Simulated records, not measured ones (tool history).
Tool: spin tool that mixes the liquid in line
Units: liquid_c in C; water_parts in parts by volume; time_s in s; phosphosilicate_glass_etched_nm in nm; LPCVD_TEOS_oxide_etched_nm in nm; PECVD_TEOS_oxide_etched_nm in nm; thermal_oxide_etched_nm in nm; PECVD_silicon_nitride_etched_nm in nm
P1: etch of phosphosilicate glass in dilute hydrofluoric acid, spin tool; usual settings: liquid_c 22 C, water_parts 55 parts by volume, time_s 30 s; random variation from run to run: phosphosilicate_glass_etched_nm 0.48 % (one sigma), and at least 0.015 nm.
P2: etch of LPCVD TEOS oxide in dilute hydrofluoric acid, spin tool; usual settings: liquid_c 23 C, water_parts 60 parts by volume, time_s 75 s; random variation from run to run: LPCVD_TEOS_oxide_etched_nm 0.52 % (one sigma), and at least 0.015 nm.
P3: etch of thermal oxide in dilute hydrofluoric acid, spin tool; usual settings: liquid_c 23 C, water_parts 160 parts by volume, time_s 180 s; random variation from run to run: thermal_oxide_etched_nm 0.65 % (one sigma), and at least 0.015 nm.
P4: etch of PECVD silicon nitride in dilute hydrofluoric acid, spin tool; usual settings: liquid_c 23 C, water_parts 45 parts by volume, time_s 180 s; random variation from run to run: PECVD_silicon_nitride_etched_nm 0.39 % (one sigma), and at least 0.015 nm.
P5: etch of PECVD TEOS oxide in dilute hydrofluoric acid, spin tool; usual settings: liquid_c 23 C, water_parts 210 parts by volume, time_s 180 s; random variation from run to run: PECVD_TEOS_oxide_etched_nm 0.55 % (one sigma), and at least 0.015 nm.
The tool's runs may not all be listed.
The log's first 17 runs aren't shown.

run,day,process,liquid_c,water_parts,time_s,hours since the thermometer was replaced,hours since the hydrofluoric acid flow meter was replaced,phosphosilicate_glass_etched_nm,LPCVD_TEOS_oxide_etched_nm,PECVD_TEOS_oxide_etched_nm,thermal_oxide_etched_nm,PECVD_silicon_nitride_etched_nm
18,6.442,P1,27,55,15,1597.9,1041.9,52.081,,,,
19,6.917,P1,22,55,30,1609.3,1053.3,85.520,,,,
20,7.129,P2,23,60,75,1614.4,1058.4,,30.024,,,
21,7.558,P1,22,55,15,1624.7,1068.7,42.895,,,,
22,8.038,P3,23,160,180,1636.2,1080.2,,,,4.62430,
23,8.346,P5,23,210,280,1643.6,1087.6,,,22.808,,
24,8.829,P4,23,45,180,1655.2,1099.2,,,,,13.858
25,9.221,P5,18,210,180,1664.6,1108.6,,,12.263,,

The next listed run, before its measurement:
26,9.625,P1,26,55,30,1674.3,1118.3,?,,,,

{"run 26": {"phosphosilicate_glass_etched_nm": 100.26}}
